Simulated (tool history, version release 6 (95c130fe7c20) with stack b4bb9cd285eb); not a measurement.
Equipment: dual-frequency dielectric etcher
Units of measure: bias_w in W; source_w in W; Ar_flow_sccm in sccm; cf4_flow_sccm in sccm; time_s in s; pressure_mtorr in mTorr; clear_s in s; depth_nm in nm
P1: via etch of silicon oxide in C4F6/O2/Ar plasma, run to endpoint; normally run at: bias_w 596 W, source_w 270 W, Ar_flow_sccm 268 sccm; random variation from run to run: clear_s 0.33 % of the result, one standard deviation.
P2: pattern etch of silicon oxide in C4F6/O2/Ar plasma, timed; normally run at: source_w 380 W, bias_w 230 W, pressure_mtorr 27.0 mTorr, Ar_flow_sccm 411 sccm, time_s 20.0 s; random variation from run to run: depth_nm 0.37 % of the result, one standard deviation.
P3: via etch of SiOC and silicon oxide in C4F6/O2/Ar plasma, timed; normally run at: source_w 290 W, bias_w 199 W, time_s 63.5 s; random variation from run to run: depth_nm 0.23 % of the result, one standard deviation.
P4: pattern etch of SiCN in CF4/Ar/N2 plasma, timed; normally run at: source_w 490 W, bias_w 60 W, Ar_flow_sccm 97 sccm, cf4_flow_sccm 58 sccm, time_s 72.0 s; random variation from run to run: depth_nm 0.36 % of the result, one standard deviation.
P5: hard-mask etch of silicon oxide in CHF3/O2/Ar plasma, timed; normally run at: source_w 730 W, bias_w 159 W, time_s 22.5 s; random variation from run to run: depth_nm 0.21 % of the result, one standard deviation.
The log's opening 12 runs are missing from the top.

run	day	process	bias_w	source_w	Ar_flow_sccm	cf4_flow_sccm	time_s	pressure_mtorr	clear_s	depth_nm
# day 5.296: source power generator calibrated
13	5.783	P2	313	380	411		20.0	27.0		73.607
14	6.362	P3	199	290			89.5			93.286
15	6.875	P4	60	490	97	58	94.5			82.330
16	7.262	P2	230	380	411		20.0	35.5		64.118
17	7.833	P4	60	490	97	58	72.0			62.642
18	8.192	P4	39	490	97	58	72.0			54.204
19	8.533	P1	596	380	184				21.563	
20	8.854	P3	199	390			63.5			73.888
21	9.371	P1	596	270	268				25.371	
22	9.712	P1	435	220	268				30.838	
# day 9.950: wet clean of the chamber
23	10.238	P2	230	380	411		20.0	27.0		66.254
24	10.733	P4	60	330	97	58	72.0			44.345
25	11.338	P4	60	490	66	58	72.0			66.485

For run 26, what comes out?
26	11.796	P5	105	730			22.5			?

{"run 26": {"depth_nm": 39.561}}

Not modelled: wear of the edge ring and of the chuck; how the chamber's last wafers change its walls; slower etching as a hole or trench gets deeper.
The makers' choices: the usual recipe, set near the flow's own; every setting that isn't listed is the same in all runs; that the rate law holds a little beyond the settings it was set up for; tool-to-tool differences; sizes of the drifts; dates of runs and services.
